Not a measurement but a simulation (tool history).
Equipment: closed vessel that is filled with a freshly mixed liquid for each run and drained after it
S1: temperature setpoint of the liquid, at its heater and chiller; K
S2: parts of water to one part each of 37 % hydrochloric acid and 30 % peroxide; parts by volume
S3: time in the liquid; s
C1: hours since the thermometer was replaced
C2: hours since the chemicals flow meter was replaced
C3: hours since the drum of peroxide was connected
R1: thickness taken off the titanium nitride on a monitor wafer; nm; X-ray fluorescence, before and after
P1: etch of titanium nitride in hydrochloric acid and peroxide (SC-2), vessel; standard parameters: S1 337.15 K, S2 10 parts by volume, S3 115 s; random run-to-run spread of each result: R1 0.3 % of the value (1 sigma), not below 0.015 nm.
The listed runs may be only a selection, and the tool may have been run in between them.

{"run": 1, "hour": 8.7, "S1": 337.15, "S2": 10, "S3": 115, "C1": 1959.1, "C2": 268.6, "C3": 164.3, "R1": 12.033}
{"run": 2, "hour": 21.1, "S1": 337.15, "S2": 10, "S3": 115, "C1": 1971.5, "C2": 281, "C3": 176.7, "R1": 12.065}
{"run": 3, "hour": 33.4, "S1": 337.15, "S2": 10, "S3": 115, "C1": 1983.8, "C2": 293.3, "C3": 189, "R1": 11.996}
{"run": 4, "hour": 49.8, "S1": 337.15, "S2": 15, "S3": 50, "C1": 2000.2, "C2": 309.7, "C3": 205.4, "R1": 3.6569}
{"run": 5, "hour": 58.7, "S1": 337.15, "S2": 10, "S3": 170, "C1": 2009.1, "C2": 318.6, "C3": 214.3, "R1": 17.733}
{"run": 6, "hour": 70.9, "S1": 344.65, "S2": 10, "S3": 30, "C1": 2021.3, "C2": 330.8, "C3": 226.5, "R1": 4.9064}
{"run": 7, "hour": 83.0, "S1": 337.15, "S2": 4, "S3": 115, "C1": 2033.4, "C2": 342.9, "C3": 238.6, "R1": 24.018}
{"run": 8, "hour": 91.4, "S1": 337.15, "S2": 10, "S3": 30, "C1": 2041.8, "C2": 351.3, "C3": 247, "R1": 3.147}
{"run": 9, "hour": 100.4, "S1": 337.15, "S2": 10, "S3": 115, "C1": 2050.8, "C2": 360.3, "C3": 256, "R1": 11.99}
{"run": 10, "hour": 111.5, "S1": 337.15, "S2": 4, "S3": 45, "C1": 2061.9, "C2": 371.4, "C3": 267.1, "R1": 9.4279}
{"run": 11, "hour": 127.4, "S1": 345.15, "S2": 10, "S3": 115, "C1": 2077.8, "C2": 387.3, "C3": 283, "R1": 19.338}
{"run": 12, "hour": 137.2, "S1": 337.15, "S2": 10, "S3": 115, "C1": 2087.6, "C2": 397.1, "C3": 292.8, "R1": 12.031}
{"run": 13, "hour": 149.0, "S1": 326.15, "S2": 10, "S3": 115, "C1": 2099.4, "C2": 408.9, "C3": 304.6, "R1": 6.0067}
{"run": 14, "hour": 160.1, "S1": 337.15, "S2": 10, "S3": 115, "C1": 2110.5, "C2": 420, "C3": 315.7, "R1": 12.056}
{"hour": 170.2, "done": "new drum of peroxide connected"}
{"run": 15, "hour": 176.3, "S1": 337.15, "S2": 15.5, "S3": 115, "C1": 2126.7, "C2": 436.2, "C3": 6.2, "R1": 8.2188}

Run 16 is up next; what results do you expect?
{"run": 16, "hour": 193.6, "S1": 337.15, "S2": 10, "S3": 115, "C1": 2144, "C2": 453.5, "C3": 23.5, "R1": "?"}

R1: 12.064 nm
